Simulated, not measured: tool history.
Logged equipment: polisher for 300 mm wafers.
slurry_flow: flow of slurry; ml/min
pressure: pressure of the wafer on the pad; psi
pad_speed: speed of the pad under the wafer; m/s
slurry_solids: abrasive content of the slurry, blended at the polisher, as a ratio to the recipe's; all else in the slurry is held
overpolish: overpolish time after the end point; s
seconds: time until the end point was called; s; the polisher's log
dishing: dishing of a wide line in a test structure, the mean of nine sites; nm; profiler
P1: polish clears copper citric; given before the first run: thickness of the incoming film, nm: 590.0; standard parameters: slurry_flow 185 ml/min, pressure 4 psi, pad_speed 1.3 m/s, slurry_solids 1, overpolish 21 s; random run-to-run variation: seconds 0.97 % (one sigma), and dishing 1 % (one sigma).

run 1 hour=8.6 | slurry_flow=185 pressure=4 pad_speed=1.3 slurry_solids=1 overpolish=21 | seconds=140.51 dishing=40.451
run 2 hour=16.4 | slurry_flow=185 pressure=4 pad_speed=1.3 slurry_solids=1 overpolish=21 | seconds=143.48 dishing=39.771
run 3 hour=27.5 | slurry_flow=185 pressure=4 pad_speed=1.3 slurry_solids=1 overpolish=21 | seconds=141.28 dishing=40.064
run 4 hour=36.7 | slurry_flow=185 pressure=4 pad_speed=1.3 slurry_solids=1 overpolish=6 | seconds=141.97 dishing=16.358
run 5 hour=44.8 | slurry_flow=185 pressure=4 pad_speed=1.3 slurry_solids=1 overpolish=21 | seconds=140.38 dishing=39.118
run 6 hour=55.9 | slurry_flow=185 pressure=4 pad_speed=1.3 slurry_solids=0.7 overpolish=21 | seconds=153.5 dishing=38.346
run 7 hour=64.8 | slurry_flow=110 pressure=4 pad_speed=1.3 slurry_solids=1 overpolish=21 | seconds=157.19 dishing=37.749
run 8 hour=74.2 | slurry_flow=185 pressure=4 pad_speed=1.3 slurry_solids=1 overpolish=21 | seconds=141.25 dishing=40.094
run 9 hour=81.8 | slurry_flow=185 pressure=4 pad_speed=1.3 slurry_solids=1 overpolish=21 | seconds=141.06 dishing=40.483
run 10 hour=88.3 | slurry_flow=185 pressure=5.2 pad_speed=0.82 slurry_solids=1 overpolish=21 | seconds=173.11 dishing=36.565
run 11 hour=96.3 | slurry_flow=185 pressure=4 pad_speed=1.3 slurry_solids=0.75 overpolish=32 | seconds=152.37 dishing=47.688
run 12 hour=106.7 | slurry_flow=185 pressure=4 pad_speed=1.3 slurry_solids=1 overpolish=37 | seconds=139.68 dishing=50.33
run 13 hour=117.9 | slurry_flow=185 pressure=4 pad_speed=0.9 slurry_solids=1 overpolish=21 | seconds=200.89 dishing=32.422
run 14 hour=129.9 | slurry_flow=185 pressure=2.3 pad_speed=1.3 slurry_solids=1 overpolish=21 | seconds=242.46 dishing=27.851
run 15 hour=138.5 | slurry_flow=255 pressure=4 pad_speed=1.3 slurry_solids=1 overpolish=21 | seconds=134.96 dishing=40.707
run 16 hour=143.8 | slurry_flow=185 pressure=4 pad_speed=1.98 slurry_solids=1 overpolish=21 | seconds=93.392 dishing=48.285
run 17 hour=154.5 | slurry_flow=185 pressure=4 pad_speed=1.3 slurry_solids=1.45 overpolish=21 | seconds=131.74 dishing=41.884
run 18 hour=165.5 | slurry_flow=185 pressure=6.2 pad_speed=1.3 slurry_solids=1 overpolish=21 | seconds=93.722 dishing=50.036
run 19 hour=170.9 | slurry_flow=185 pressure=4 pad_speed=1.3 slurry_solids=1 overpolish=21 | seconds=141.96 dishing=39.976
run 20 hour=180.6 | slurry_flow=185 pressure=4 pad_speed=1.3 slurry_solids=1 overpolish=21 | seconds=144.58 dishing=40.613
run 21 hour=186.3 | slurry_flow=185 pressure=4 pad_speed=1.3 slurry_solids=1 overpolish=21 | seconds=140.72 dishing=40.285
run 22 hour=191.5 | slurry_flow=185 pressure=4 pad_speed=1.3 slurry_solids=1 overpolish=21 | seconds=144.75 dishing=40.314
run 23 hour=203.5 | slurry_flow=185 pressure=4 pad_speed=1.3 slurry_solids=1 overpolish=21 | seconds=147.18 dishing=39.002
run 24 hour=212.9 | slurry_flow=185 pressure=4 pad_speed=1.3 slurry_solids=1 overpolish=21 | seconds=148.38 dishing=38.626
-- hour=219.4 slurry blender recalibrated
run 25 hour=219.4 | slurry_flow=185 pressure=4 pad_speed=1.3 slurry_solids=1 overpolish=21 | seconds=148.47 dishing=39.398
run 26 hour=228.1 | slurry_flow=185 pressure=4 pad_speed=1.3 slurry_solids=1 overpolish=21 | seconds=149.08 dishing=39.165
-- hour=230.3 head pressure recalibrated
run 27 hour=239.9 | slurry_flow=185 pressure=4 pad_speed=1.3 slurry_solids=1 overpolish=21 | seconds=153.27 dishing=38.131
run 28 hour=250.7 | slurry_flow=185 pressure=4 pad_speed=1.3 slurry_solids=1 overpolish=21 | seconds=152.53 dishing=38.703
run 29 hour=256.9 | slurry_flow=185 pressure=4 pad_speed=1.3 slurry_solids=1 overpolish=21 | seconds=149.28 dishing=38.51
run 30 hour=265.6 | slurry_flow=185 pressure=4 pad_speed=1.3 slurry_solids=1 overpolish=21 | seconds=151.6 dishing=38.571
run 31 hour=270.9 | slurry_flow=185 pressure=4 pad_speed=1.3 slurry_solids=1 overpolish=21 | seconds=149.14 dishing=38.252

P1 has crept away from where it was. The log is fitted equally well by each of these 2 causes, at the sizes shown:
A: removal rate lost through wear of the pad, % = 6.29
B: slurry flow missing at the pad, % = 31.5
The onset of the drift is placed at about hour 180.6.
The rest of the possible causes, and what rules out each one:
head's pressure below its setpoint, %: its service at hour 230.3 followed the start of the drift and did not put the process back to its old value
abrasive missing from the slurry, %: its service at hour 219.4 followed the start of the drift and did not put the process back to its old value

The 4 check runs listed below each average the results of 5 wafers, and their outcomes are marked with question marks. Under which run would the listed causes produce clearly different results?
run check 1 hour=276.2 | slurry_flow=185 pressure=6 pad_speed=1.3 slurry_solids=1 overpolish=21 | seconds=? dishing=?
run check 2 hour=276.2 | slurry_flow=185 pressure=5.2 pad_speed=1.3 slurry_solids=1.45 overpolish=21 | seconds=? dishing=?
run check 3 hour=276.2 | slurry_flow=110 pressure=4 pad_speed=1.3 slurry_solids=1.2 overpolish=21 | seconds=? dishing=?
run check 4 hour=276.2 | slurry_flow=185 pressure=6.1 pad_speed=1.3 slurry_solids=1 overpolish=21 | seconds=? dishing=?

Expected result of each check under each candidate cause:
check=check_1 result=seconds if_A=101.23 if_B=101.23
check=check_1 result=dishing if_A=48.213 if_B=48.212
check=check_2 result=seconds if_A=107.52 if_B=107.52
check=check_2 result=dishing if_A=46.601 if_B=46.6
check=check_3 result=seconds if_A=159.87 if_B=166.18
check=check_3 result=dishing if_A=37.359 if_B=36.508
check=check_4 result=seconds if_A=99.585 if_B=99.589
check=check_4 result=dishing if_A=48.594 if_B=48.593
Per-check spread between the two closest causes, in the result where they differ most: check 1 0 %; check 2 0 %; check 3 3.87 %; check 4 0 %
The other checks would show nearly matching results whichever cause is true, so check 3 is the only one that separates the causes.

Then check 3 was run and gave: seconds 160.24 s; dishing 37.307 nm. Which cause is it?

The correct cause is A, namely: removal rate lost through wear of the pad, %.
